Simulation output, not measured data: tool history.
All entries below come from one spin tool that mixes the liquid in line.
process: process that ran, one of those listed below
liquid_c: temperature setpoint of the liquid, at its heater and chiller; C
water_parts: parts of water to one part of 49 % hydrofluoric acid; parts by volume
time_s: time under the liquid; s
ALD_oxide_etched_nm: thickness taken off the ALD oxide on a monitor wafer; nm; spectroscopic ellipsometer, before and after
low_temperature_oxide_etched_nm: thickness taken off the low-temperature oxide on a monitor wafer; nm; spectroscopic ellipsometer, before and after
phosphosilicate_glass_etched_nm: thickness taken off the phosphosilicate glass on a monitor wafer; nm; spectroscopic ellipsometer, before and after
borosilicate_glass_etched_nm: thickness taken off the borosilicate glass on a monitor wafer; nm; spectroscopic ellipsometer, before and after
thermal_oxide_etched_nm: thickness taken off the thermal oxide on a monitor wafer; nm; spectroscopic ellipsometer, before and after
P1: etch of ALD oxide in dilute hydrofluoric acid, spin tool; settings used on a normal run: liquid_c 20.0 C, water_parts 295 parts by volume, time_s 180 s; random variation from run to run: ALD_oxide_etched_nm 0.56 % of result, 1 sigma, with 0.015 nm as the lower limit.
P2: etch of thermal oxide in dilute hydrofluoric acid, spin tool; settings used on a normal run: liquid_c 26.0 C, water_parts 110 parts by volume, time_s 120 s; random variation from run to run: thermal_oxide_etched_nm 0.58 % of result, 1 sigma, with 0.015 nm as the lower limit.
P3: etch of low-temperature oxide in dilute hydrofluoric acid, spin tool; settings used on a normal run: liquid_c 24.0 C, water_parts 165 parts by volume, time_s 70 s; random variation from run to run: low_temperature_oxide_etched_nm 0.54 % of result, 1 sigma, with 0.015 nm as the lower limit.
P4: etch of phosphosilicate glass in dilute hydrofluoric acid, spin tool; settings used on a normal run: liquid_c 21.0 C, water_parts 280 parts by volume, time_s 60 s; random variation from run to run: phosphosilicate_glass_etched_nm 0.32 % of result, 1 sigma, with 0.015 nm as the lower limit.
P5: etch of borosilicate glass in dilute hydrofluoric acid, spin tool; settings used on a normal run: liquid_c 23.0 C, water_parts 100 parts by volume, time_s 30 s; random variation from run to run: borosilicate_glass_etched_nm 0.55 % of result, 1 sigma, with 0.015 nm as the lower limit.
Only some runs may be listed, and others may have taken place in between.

run,hour,process,liquid_c,water_parts,time_s,ALD_oxide_etched_nm,low_temperature_oxide_etched_nm,phosphosilicate_glass_etched_nm,borosilicate_glass_etched_nm,thermal_oxide_etched_nm
1,6.6,P1,20.0,295,180,5.65480,,,,
2,12.8,P3,29.0,165,70,,7.4359,,,
3,17.2,P1,20.0,295,180,5.68050,,,,
# hour 18.6: hydrofluoric acid flow meter replaced
4,23.3,P4,21.0,280,60,,,14.1930,,
5,29.4,P3,24.0,165,30,,2.6092,,,
6,33.2,P1,20.0,295,180,5.66250,,,,
7,39.1,P4,17.0,280,60,,,12.2280,,
8,45.2,P3,24.0,165,70,,6.1861,,,
9,50.4,P3,24.0,255,70,,3.5963,,,
10,57.1,P5,23.0,20,30,,,,38.4360,
11,61.9,P1,17.0,165,180,10.24100,,,,
12,66.4,P1,20.0,295,50,1.55050,,,,
13,69.9,P2,26.0,110,220,,,,,10.7340
14,76.5,P1,20.0,295,180,5.70520,,,,
15,83.1,P2,26.0,200,120,,,,,2.9268
16,87.1,P1,20.0,295,180,5.72220,,,,
17,90.2,P1,20.0,110,75,7.55230,,,,
18,95.4,P1,20.0,295,180,5.69590,,,,
19,101.4,P1,17.0,295,180,5.07440,,,,
20,106.6,P4,21.0,280,15,,,3.5420,,
21,110.4,P2,26.0,110,120,,,,,5.9233
22,114.6,P1,24.0,295,15,0.55092,,,,
23,117.9,P1,20.0,295,345,10.86400,,,,
24,123.8,P1,27.5,295,180,7.38690,,,,
25,126.7,P2,26.0,110,120,,,,,5.8280
26,133.4,P2,32.0,110,120,,,,,7.4483
27,139.1,P1,20.0,540,180,2.51380,,,,
28,145.3,P4,21.0,280,60,,,14.1870,,
29,148.7,P4,21.0,440,60,,,7.8746,,
30,152.7,P1,20.0,295,180,5.66280,,,,
31,158.2,P5,23.0,100,30,,,,7.0088,
32,162.9,P5,23.0,100,45,,,,10.3970,
33,166.3,P1,20.0,110,180,18.30800,,,,
34,169.5,P5,17.0,100,30,,,,5.4321,
35,175.4,P1,20.0,295,180,5.66670,,,,
36,179.0,P1,20.0,295,180,5.79680,,,,
37,185.0,P1,20.0,295,180,5.96130,,,,
38,190.4,P1,20.0,295,180,6.06470,,,,
39,194.2,P1,20.0,295,180,6.04570,,,,
40,200.2,P1,20.0,295,180,6.12550,,,,
41,204.7,P1,20.0,295,180,6.11420,,,,
42,209.6,P1,20.0,295,180,6.15210,,,,
43,213.8,P1,20.0,295,180,6.19440,,,,
44,217.6,P1,20.0,295,180,6.17830,,,,
45,221.0,P1,20.0,295,180,6.19540,,,,

Something has made what P1 gives creep away from where it was; the 2 causes below, each at its own stated size, fit the log equally well:
A: liquid hotter than its thermometer reads (K) = 2.28
B: hydrofluoric acid flow above the setpoint (%) = 6.74
Onset of the creep was near hour 175.4.

Each of the check runs listed below is run on 2 wafers and reports their average, with the results left as question marks. Pick the one under which the possible causes would lead to clearly different results.
check 1,224.4,P4,18.0,410,60,,,?,,
check 2,224.4,P5,17.0,45,30,,,,?,
check 3,224.4,P3,24.0,165,40,,?,,,
check 4,224.4,P2,26.0,155,120,,,,,?

Expected result of each check under each candidate cause:
check,result,if A,if B
check 1,phosphosilicate_glass_etched_nm,8.4392,8.4913
check 2,borosilicate_glass_etched_nm,14.1680,13.7470
check 3,low_temperature_oxide_etched_nm,3.8216,3.7902
check 4,thermal_oxide_etched_nm,4.3017,4.2711
Distance between the nearest two causes, measured in the result of the check that separates them most: check 1 0.62 %; check 2 3.02 %; check 3 0.83 %; check 4 0.71 %
Of the check runs offered, only check 2 discriminates between the causes; the rest would read about the same regardless of which cause applies.

Check 2 has now been run. It gave: borosilicate_glass_etched_nm 14.2320 nm. Which of the candidate causes is it?

It was cause A: liquid hotter than its thermometer reads (K).

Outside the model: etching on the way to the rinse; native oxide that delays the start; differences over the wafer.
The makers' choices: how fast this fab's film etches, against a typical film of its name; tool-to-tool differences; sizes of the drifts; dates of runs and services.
